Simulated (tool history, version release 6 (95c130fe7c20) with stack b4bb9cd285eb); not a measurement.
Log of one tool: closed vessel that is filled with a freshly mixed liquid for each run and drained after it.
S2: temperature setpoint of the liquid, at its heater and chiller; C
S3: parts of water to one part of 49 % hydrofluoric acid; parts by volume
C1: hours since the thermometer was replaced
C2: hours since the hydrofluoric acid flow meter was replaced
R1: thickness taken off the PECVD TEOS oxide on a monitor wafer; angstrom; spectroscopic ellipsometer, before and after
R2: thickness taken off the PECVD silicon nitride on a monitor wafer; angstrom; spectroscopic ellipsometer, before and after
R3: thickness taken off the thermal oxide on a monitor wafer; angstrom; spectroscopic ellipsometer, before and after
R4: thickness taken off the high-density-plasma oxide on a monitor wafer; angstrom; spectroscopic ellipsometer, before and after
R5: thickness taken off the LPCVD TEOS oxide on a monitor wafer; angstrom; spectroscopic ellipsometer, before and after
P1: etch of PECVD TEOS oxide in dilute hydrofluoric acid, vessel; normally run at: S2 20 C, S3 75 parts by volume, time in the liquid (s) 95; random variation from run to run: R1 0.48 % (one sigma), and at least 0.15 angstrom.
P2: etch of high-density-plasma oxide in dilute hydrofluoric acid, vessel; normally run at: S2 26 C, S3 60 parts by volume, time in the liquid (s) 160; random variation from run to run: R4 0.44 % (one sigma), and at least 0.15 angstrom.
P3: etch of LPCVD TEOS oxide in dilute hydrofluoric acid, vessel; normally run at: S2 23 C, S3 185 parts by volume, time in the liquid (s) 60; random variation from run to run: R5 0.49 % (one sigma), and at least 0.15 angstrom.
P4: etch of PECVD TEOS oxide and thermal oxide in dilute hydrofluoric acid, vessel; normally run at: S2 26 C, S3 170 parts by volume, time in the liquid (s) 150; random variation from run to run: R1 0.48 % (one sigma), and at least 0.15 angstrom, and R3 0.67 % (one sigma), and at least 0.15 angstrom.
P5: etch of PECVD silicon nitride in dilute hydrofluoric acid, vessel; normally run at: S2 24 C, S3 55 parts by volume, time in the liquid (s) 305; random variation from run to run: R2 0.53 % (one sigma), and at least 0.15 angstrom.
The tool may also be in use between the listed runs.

{"run": 1, "hour": 7.9, "process that ran": "P1", "S2": 20, "S3": 75, "time in the liquid (s)": 95, "C1": 314.4, "C2": 185.6, "R1": 319.45}
{"run": 2, "hour": 19.3, "process that ran": "P1", "S2": 20, "S3": 120, "time in the liquid (s)": 95, "C1": 325.8, "C2": 197, "R1": 188.34}
{"run": 3, "hour": 30.6, "process that ran": "P5", "S2": 24, "S3": 55, "time in the liquid (s)": 305, "C1": 337.1, "C2": 208.3, "R2": 94.14}
{"run": 4, "hour": 42.5, "process that ran": "P1", "S2": 20, "S3": 75, "time in the liquid (s)": 95, "C1": 349, "C2": 220.2, "R1": 315.6}
{"run": 5, "hour": 56.9, "process that ran": "P5", "S2": 24, "S3": 55, "time in the liquid (s)": 525, "C1": 363.4, "C2": 234.6, "R2": 161.34}
{"run": 6, "hour": 65.0, "process that ran": "P4", "S2": 20.5, "S3": 170, "time in the liquid (s)": 150, "C1": 371.5, "C2": 242.7, "R1": 61.843, "R3": 35.688}
{"run": 7, "hour": 75.5, "process that ran": "P4", "S2": 26, "S3": 40, "time in the liquid (s)": 150, "C1": 382, "C2": 253.2, "R1": 377.65, "R3": 221.19}
{"run": 8, "hour": 88.3, "process that ran": "P1", "S2": 20, "S3": 75, "time in the liquid (s)": 95, "C1": 394.8, "C2": 266, "R1": 318.81}
{"run": 9, "hour": 95.2, "process that ran": "P1", "S2": 20, "S3": 45, "time in the liquid (s)": 95, "C1": 401.7, "C2": 272.9, "R1": 545.88}
{"run": 10, "hour": 105.9, "process that ran": "P1", "S2": 26, "S3": 75, "time in the liquid (s)": 155, "C1": 412.4, "C2": 283.6, "R1": 665.33}
{"run": 11, "hour": 118.7, "process that ran": "P2", "S2": 26, "S3": 40, "time in the liquid (s)": 160, "C1": 425.2, "C2": 296.4, "R4": 331.79}
{"run": 12, "hour": 130.0, "process that ran": "P2", "S2": 32.5, "S3": 60, "time in the liquid (s)": 160, "C1": 436.5, "C2": 307.7, "R4": 277.76}
{"run": 13, "hour": 143.9, "process that ran": "P5", "S2": 24, "S3": 85, "time in the liquid (s)": 305, "C1": 450.4, "C2": 321.6, "R2": 61.928}
{"run": 14, "hour": 154.0, "process that ran": "P4", "S2": 26, "S3": 170, "time in the liquid (s)": 150, "C1": 460.5, "C2": 331.7, "R1": 75.897, "R3": 43.473}
{"run": 15, "hour": 162.7, "process that ran": "P4", "S2": 26, "S3": 170, "time in the liquid (s)": 290, "C1": 469.2, "C2": 340.4, "R1": 144.68, "R3": 84.411}
{"run": 16, "hour": 177.8, "process that ran": "P2", "S2": 26, "S3": 60, "time in the liquid (s)": 160, "C1": 484.3, "C2": 355.5, "R4": 216.87}
{"run": 17, "hour": 188.4, "process that ran": "P1", "S2": 25, "S3": 75, "time in the liquid (s)": 95, "C1": 494.9, "C2": 366.1, "R1": 389.96}
{"run": 18, "hour": 201.3, "process that ran": "P1", "S2": 20, "S3": 75, "time in the liquid (s)": 30, "C1": 507.8, "C2": 379, "R1": 99.677}
{"run": 19, "hour": 212.6, "process that ran": "P3", "S2": 23, "S3": 85, "time in the liquid (s)": 60, "C1": 519.1, "C2": 390.3, "R5": 204.01}
{"run": 20, "hour": 225.5, "process that ran": "P1", "S2": 20, "S3": 75, "time in the liquid (s)": 95, "C1": 532, "C2": 403.2, "R1": 316.77}
{"run": 21, "hour": 232.2, "process that ran": "P3", "S2": 23, "S3": 185, "time in the liquid (s)": 60, "C1": 538.7, "C2": 409.9, "R5": 83.151}
{"run": 22, "hour": 241.5, "process that ran": "P2", "S2": 26, "S3": 60, "time in the liquid (s)": 30, "C1": 548, "C2": 419.2, "R4": 40.202}
{"run": 23, "hour": 255.5, "process that ran": "P2", "S2": 26, "S3": 60, "time in the liquid (s)": 160, "C1": 562, "C2": 433.2, "R4": 215.32}
{"run": 24, "hour": 267.9, "process that ran": "P1", "S2": 17, "S3": 20, "time in the liquid (s)": 95, "C1": 574.4, "C2": 445.6, "R1": 1112.8}
{"run": 25, "hour": 278.2, "process that ran": "P3", "S2": 17, "S3": 185, "time in the liquid (s)": 60, "C1": 584.7, "C2": 455.9, "R5": 65.646}
{"run": 26, "hour": 287.8, "process that ran": "P3", "S2": 23, "S3": 185, "time in the liquid (s)": 100, "C1": 594.3, "C2": 465.5, "R5": 138.88}
{"run": 27, "hour": 301.0, "process that ran": "P1", "S2": 20, "S3": 75, "time in the liquid (s)": 95, "C1": 607.5, "C2": 478.7, "R1": 319.56}
{"run": 28, "hour": 312.7, "process that ran": "P5", "S2": 20.5, "S3": 55, "time in the liquid (s)": 305, "C1": 619.2, "C2": 490.4, "R2": 74.506}
{"run": 29, "hour": 322.4, "process that ran": "P1", "S2": 17, "S3": 75, "time in the liquid (s)": 95, "C1": 628.9, "C2": 500.1, "R1": 280.79}
{"run": 30, "hour": 337.0, "process that ran": "P1", "S2": 20, "S3": 75, "time in the liquid (s)": 155, "C1": 643.5, "C2": 514.7, "R1": 520.46}
{"run": 31, "hour": 350.0, "process that ran": "P1", "S2": 20, "S3": 75, "time in the liquid (s)": 95, "C1": 656.5, "C2": 527.7, "R1": 316.61}
{"run": 32, "hour": 362.7, "process that ran": "P1", "S2": 20, "S3": 75, "time in the liquid (s)": 95, "C1": 669.2, "C2": 540.4, "R1": 315.57}
{"run": 33, "hour": 376.7, "process that ran": "P1", "S2": 20, "S3": 75, "time in the liquid (s)": 95, "C1": 683.2, "C2": 554.4, "R1": 334.03}
{"run": 34, "hour": 383.5, "process that ran": "P1", "S2": 20, "S3": 75, "time in the liquid (s)": 95, "C1": 690, "C2": 561.2, "R1": 336.97}
{"run": 35, "hour": 396.3, "process that ran": "P1", "S2": 20, "S3": 75, "time in the liquid (s)": 95, "C1": 702.8, "C2": 574, "R1": 341.43}
{"run": 36, "hour": 403.9, "process that ran": "P1", "S2": 20, "S3": 75, "time in the liquid (s)": 95, "C1": 710.4, "C2": 581.6, "R1": 342.57}
{"run": 37, "hour": 415.2, "process that ran": "P1", "S2": 20, "S3": 75, "time in the liquid (s)": 95, "C1": 721.7, "C2": 592.9, "R1": 346.86}
{"run": 38, "hour": 424.7, "process that ran": "P1", "S2": 20, "S3": 75, "time in the liquid (s)": 95, "C1": 731.2, "C2": 602.4, "R1": 348.59}
{"run": 39, "hour": 436.6, "process that ran": "P1", "S2": 20, "S3": 75, "time in the liquid (s)": 95, "C1": 743.1, "C2": 614.3, "R1": 347.68}

What P1 gives has crept away from where it was. These 2 causes fit the log equally well, each at the size given:
A: hydrofluoric acid flow above the setpoint (%) = 8.7
B: liquid hotter than its thermometer reads (K) = 2.19
The creep began at about hour 362.7.

4 check runs are offered, one wafer each, their results left as question marks. Which one tells the causes apart?
{"run": "check 1", "hour": 448.5, "process that ran": "P4", "S2": 26, "S3": 65, "time in the liquid (s)": 265, "R1": "?", "R3": "?"}
{"run": "check 2", "hour": 448.5, "process that ran": "P2", "S2": 32, "S3": 60, "time in the liquid (s)": 35, "R4": "?"}
{"run": "check 3", "hour": 448.5, "process that ran": "P5", "S2": 24, "S3": 55, "time in the liquid (s)": 500, "R2": "?"}
{"run": "check 4", "hour": 448.5, "process that ran": "P3", "S2": 17, "S3": 185, "time in the liquid (s)": 60, "R5": "?"}

What each check would give under each cause:
check=check_1 result=R1 if_A=438.02 if_B=436.41
check=check_1 result=R3 if_A=253.26 if_B=252.33
check=check_2 result=R4 if_A=65.315 if_B=64.791
check=check_3 result=R2 if_A=168.61 if_B=179.83
check=check_4 result=R5 if_A=72.843 if_B=72.098
How far apart the two closest causes lie, in the result that separates them most: check 1 0.37 %; check 2 0.81 %; check 3 6.44 %; check 4 1.03 %
Only check 3 tells the causes apart: in the others they would give nearly the same result.

Check 3 was then run and gave: R2 167.29 angstrom. Which cause is it?

It is A: hydrofluoric acid flow above the setpoint (%).

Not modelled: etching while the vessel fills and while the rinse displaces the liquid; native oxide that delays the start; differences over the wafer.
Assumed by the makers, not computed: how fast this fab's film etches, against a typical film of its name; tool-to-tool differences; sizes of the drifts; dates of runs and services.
